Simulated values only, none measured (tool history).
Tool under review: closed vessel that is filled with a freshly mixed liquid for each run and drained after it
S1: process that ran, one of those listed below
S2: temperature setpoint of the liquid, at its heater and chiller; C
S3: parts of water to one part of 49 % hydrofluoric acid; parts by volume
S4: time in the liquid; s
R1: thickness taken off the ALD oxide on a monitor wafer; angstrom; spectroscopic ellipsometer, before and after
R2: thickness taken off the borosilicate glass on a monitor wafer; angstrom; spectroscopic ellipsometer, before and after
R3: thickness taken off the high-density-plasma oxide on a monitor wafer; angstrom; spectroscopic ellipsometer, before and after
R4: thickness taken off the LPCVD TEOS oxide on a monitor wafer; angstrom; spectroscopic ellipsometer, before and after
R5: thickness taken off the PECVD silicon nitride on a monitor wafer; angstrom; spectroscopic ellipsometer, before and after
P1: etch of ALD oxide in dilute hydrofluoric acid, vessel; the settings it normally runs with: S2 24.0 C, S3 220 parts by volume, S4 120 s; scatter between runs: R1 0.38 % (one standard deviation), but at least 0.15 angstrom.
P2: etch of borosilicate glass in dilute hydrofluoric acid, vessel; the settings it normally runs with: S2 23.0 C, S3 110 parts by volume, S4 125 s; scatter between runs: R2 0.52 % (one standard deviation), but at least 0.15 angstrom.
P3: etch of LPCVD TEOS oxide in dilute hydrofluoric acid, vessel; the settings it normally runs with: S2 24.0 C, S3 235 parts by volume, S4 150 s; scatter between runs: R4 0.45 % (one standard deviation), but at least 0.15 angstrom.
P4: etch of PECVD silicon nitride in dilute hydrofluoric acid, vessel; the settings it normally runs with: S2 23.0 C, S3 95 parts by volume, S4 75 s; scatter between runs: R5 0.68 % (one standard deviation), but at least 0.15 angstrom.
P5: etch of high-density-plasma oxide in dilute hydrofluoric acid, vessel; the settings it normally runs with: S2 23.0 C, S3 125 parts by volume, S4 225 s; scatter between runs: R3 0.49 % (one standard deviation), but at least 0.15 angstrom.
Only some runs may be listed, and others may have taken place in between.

run	hour	S1	S2	S3	S4	R1	R2	R3	R4	R5
1	17.4	P1	24.0	220	120	109.110				
2	25.8	P1	17.5	90	120	237.710				
3	44.6	P1	24.0	220	120	109.620				
4	58.0	P1	24.0	220	120	109.460				
5	75.7	P1	24.0	220	120	109.490				
6	89.8	P2	23.0	110	45		145.36			
7	108.0	P1	32.0	220	120	144.470				
8	119.1	P1	24.0	220	120	109.860				
9	137.0	P5	23.0	125	225			141.070		
10	152.9	P1	24.0	220	65	58.943				
11	171.1	P1	24.0	100	120	274.990				
12	184.4	P5	17.0	125	225			110.340		
13	201.6	P3	24.0	235	150				302.20	
14	215.9	P4	23.0	95	125					67.183
15	226.8	P5	23.0	40	225			490.630		
16	243.9	P4	23.0	60	75					63.941
17	255.7	P3	24.0	410	150				146.96	
18	274.6	P4	23.0	95	75					40.094
19	293.3	P5	23.0	125	30			18.468		
20	311.3	P1	24.0	220	120	110.120				
21	319.8	P5	23.0	125	225			139.980		
22	333.6	P4	28.0	95	75					55.208
23	345.5	P1	24.0	130	200	340.660				
24	356.3	P1	17.5	220	120	85.840				
25	367.8	P1	24.0	220	230	210.030				
26	382.8	P3	24.0	235	255				513.27	
27	394.5	P1	24.0	380	120	54.300				
28	403.1	P3	31.5	235	150				392.11	
29	414.7	P1	24.0	220	120	108.910				
30	431.6	P4	23.0	95	75					40.163
31	440.0	P2	23.0	110	125		400.61			
32	450.0	P2	23.0	60	125		790.90			
33	468.5	P2	17.0	110	125		313.68			
34	485.8	P1	24.0	220	120	109.440				
35	497.8	P1	24.0	220	120	112.100				
36	514.6	P1	24.0	220	120	113.020				
37	532.3	P1	24.0	220	120	114.130				
38	550.2	P1	24.0	220	120	115.000				
39	563.4	P1	24.0	220	120	116.120				
40	579.9	P1	24.0	220	120	115.860				
41	594.2	P1	24.0	220	120	116.470				
42	608.1	P1	24.0	220	120	115.990				
43	624.8	P1	24.0	220	120	116.560				
44	635.0	P1	24.0	220	120	116.870				

What P1 gives has crept off from where it sat before. The 2 causes that follow fit the log equally well, each at the size noted:
A: hydrofluoric acid flow above the setpoint (%) = 5.23
B: liquid hotter than its thermometer reads (K) = 1.74
Creep in the process output first set in at about hour 485.8.

Consider the 4 single-wafer check runs listed below, results given as question marks: which one distinguishes between the causes by giving clearly different results for each?
check 1	645.2	P4	23.0	95	75					?
check 2	645.2	P3	24.0	235	150				?	
check 3	645.2	P2	23.0	110	125		?			
check 4	645.2	P5	23.0	125	225			?		

Expected result of each check under each candidate cause:
check	result	if A	if B
check 1	R5	42.273	45.107
check 2	R4	322.00	321.71
check 3	R2	426.19	430.91
check 4	R3	148.980	150.420
How far apart the two closest causes lie, in the result that separates them most: check 1 6.49 %; check 2 0.09 %; check 3 1.1 %; check 4 0.96 %
Check 1 distinguishes between the causes, while the remaining checks would return nearly the same result for all of them.

Check 1 has now been run. It gave: R5 42.520 angstrom. Which of the candidate causes is it?

The cause is A: hydrofluoric acid flow above the setpoint (%).

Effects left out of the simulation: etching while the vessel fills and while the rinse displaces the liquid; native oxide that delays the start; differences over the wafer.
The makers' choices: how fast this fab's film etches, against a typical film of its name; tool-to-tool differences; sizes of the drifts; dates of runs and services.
